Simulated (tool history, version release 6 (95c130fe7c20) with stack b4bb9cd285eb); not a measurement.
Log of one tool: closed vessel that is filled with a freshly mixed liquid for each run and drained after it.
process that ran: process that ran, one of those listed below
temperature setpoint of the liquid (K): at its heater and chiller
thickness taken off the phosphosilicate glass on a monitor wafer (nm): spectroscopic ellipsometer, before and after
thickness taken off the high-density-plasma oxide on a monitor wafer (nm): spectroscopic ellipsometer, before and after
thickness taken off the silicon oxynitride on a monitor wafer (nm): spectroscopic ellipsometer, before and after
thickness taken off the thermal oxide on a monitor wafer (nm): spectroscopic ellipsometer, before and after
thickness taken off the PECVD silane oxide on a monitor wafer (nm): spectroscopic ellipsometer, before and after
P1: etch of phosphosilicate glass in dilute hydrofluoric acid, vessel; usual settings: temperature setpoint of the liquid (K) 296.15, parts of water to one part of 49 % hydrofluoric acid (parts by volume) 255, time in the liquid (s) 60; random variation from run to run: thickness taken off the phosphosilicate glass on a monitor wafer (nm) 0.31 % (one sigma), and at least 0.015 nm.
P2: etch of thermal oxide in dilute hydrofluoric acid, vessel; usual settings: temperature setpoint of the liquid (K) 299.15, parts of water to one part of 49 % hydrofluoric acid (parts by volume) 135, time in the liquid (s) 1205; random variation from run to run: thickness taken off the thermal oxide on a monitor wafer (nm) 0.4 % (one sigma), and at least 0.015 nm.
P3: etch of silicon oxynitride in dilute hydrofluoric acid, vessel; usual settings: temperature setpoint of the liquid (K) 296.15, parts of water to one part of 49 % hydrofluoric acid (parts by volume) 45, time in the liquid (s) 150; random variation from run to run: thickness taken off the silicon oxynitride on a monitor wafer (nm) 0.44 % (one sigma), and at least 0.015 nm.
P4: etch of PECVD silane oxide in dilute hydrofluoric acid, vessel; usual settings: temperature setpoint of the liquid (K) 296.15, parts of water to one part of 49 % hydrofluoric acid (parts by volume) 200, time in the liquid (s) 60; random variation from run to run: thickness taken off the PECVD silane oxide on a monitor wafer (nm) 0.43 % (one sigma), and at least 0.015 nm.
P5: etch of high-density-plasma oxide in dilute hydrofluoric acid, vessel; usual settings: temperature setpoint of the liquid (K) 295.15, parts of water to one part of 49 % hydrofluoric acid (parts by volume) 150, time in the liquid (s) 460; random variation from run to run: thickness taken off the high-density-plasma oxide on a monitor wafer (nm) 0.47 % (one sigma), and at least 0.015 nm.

run   hour  process that ran  temperature setpoint of the liquid (K)  parts of water to one part of 49 % hydrofluoric acid (parts by volume)  time in the liquid (s)  thickness taken off the phosphosilicate glass on a monitor wafer (nm)  thickness taken off the high-density-plasma oxide on a monitor wafer (nm)  thickness taken off the silicon oxynitride on a monitor wafer (nm)  thickness taken off the thermal oxide on a monitor wafer (nm)  thickness taken off the PECVD silane oxide on a monitor wafer (nm)
  1    6.0                P1                                  296.15                                                                     255                      60                                                                 24.423
  2   14.5                P5                                  295.15                                                                     150                     460                                                                                                                                           14.0060
  3   20.5                P1                                  296.15                                                                     445                     110                                                                 21.586
  4   27.2                P3                                  296.15                                                                      25                     150                                                                                                                                                                                                                8.6621
  5   34.1                P2                                  294.15                                                                     135                    1205                                                                                                                                                                                                                                                                               34.759
  6   40.2                P5                                  302.65                                                                     150                     460                                                                                                                                           18.3600
  7   47.3                P5                                  295.15                                                                     150                     460                                                                                                                                           13.9320
  8   51.1                P4                                  296.15                                                                     200                      60                                                                                                                                                                                                                                                                                                                                                   6.5448
  9   58.8                P5                                  295.15                                                                     150                      55                                                                                                                                            1.6629
 10   64.5                P4                                  296.15                                                                     110                      60                                                                                                                                                                                                                                                                                                                                                  13.1410
 11   70.1                P4                                  296.15                                                                     200                     115                                                                                                                                                                                                                                                                                                                                                  12.5060
 12   75.4                P1                                  296.15                                                                     255                      60                                                                 24.429
 13   80.4                P4                                  301.15                                                                     200                      60                                                                                                                                                                                                                                                                                                                                                   7.8432
 14   88.4                P1                                  296.15                                                                     255                      60                                                                 24.358
 15   95.9                P1                                  302.15                                                                     255                      60                                                                 30.166
 16  102.8                P2                                  299.15                                                                     135                    2180                                                                                                                                                                                                                                                                               76.228
 17  108.7                P1                                  296.15                                                                      60                      60                                                                129.300
 18  116.0                P5                                  295.15                                                                     250                     460                                                                                                                                            7.5577
 19  124.2                P3                                  296.15                                                                      45                     280                                                                                                                                                                                                                8.9210
 20  128.3                P3                                  296.15                                                                      45                     150                                                                                                                                                                                                                4.7258
 21  132.6                P4                                  296.15                                                                     200                      60                                                                                                                                                                                                                                                                                                                                                   6.5772
 22  139.6                P1                                  296.15                                                                     255                      60                                                                 24.544
 23  145.0                P3                                  303.15                                                                      45                     150                                                                                                                                                                                                                6.6827
 24  152.0                P1                                  296.15                                                                     255                      30                                                                 12.210
 25  160.1                P1                                  296.15                                                                     255                      85                                                                 34.536
     164.3  -- hydrofluoric acid flow meter replaced
 26  166.6                P1                                  296.15                                                                     450                      60                                                                 11.622
 27  173.7                P1                                  292.15                                                                     255                      60                                                                 20.979
 28  179.3                P2                                  299.15                                                                     135                    1205                                                                                                                                                                                                                                                                               42.293
 29  183.7                P2                                  299.15                                                                     250                    1205                                                                                                                                                                                                                                                                               20.159
 30  188.9                P1                                  296.15                                                                     255                      60                                                                 24.448
 31  193.3                P1                                  296.15                                                                     255                      60                                                                 23.847
 32  200.4                P1                                  296.15                                                                     255                      60                                                                 23.379
 33  209.1                P1                                  296.15                                                                     255                      60                                                                 22.985

Forecast run 34:
 34  216.2                P1                                  296.15                                                                     255                      60                                                                      ?

{"run 34": {"thickness taken off the phosphosilicate glass on a monitor wafer (nm)": 22.878}}

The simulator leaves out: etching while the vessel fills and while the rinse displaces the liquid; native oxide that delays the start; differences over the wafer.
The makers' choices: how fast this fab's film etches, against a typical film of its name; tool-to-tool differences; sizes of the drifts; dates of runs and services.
